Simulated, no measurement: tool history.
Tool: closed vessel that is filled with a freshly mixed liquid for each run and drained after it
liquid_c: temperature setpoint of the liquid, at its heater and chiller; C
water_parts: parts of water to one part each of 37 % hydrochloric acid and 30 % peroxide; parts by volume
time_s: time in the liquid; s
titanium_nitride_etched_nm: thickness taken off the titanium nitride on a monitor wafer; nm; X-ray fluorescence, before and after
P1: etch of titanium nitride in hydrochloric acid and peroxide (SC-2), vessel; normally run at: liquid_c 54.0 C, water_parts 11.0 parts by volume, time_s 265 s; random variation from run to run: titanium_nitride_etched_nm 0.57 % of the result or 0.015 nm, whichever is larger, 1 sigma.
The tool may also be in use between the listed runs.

| run | hour | liquid_c | water_parts | time_s | titanium_nitride_etched_nm |
|---|---|---|---|---|---|
| 1 | 4.3 | 54.0 | 11.0 | 265 | 4.4079 |
| 2 | 8.9 | 54.0 | 14.5 | 480 | 6.2385 |
| 3 | 11.2 | 66.0 | 15.5 | 265 | 6.8905 |
| 4 | 13.8 | 54.0 | 20.0 | 265 | 2.5864 |
| 5 | 17.2 | 54.0 | 11.0 | 265 | 4.3543 |
| 6 | 20.3 | 54.0 | 4.0 | 265 | 9.5033 |
| 7 | 25.4 | 54.0 | 11.0 | 70 | 1.1331 |
| 8 | 29.1 | 69.5 | 11.0 | 85 | 3.6929 |
| 9 | 32.9 | 54.0 | 11.0 | 515 | 8.4260 |
| 10 | 37.4 | 54.0 | 11.0 | 265 | 4.3872 |
| 11 | 40.7 | 38.0 | 11.0 | 265 | 1.4577 |
|  | 41.5 | thermometer replaced |
| 12 | 45.1 | 69.0 | 11.0 | 265 | 11.1160 |
| 13 | 48.0 | 54.0 | 11.0 | 265 | 4.3925 |

Forecast run 14:
| 14 | 50.4 | 54.0 | 11.0 | 265 | ? |

titanium_nitride_etched_nm: 4.3940 nm
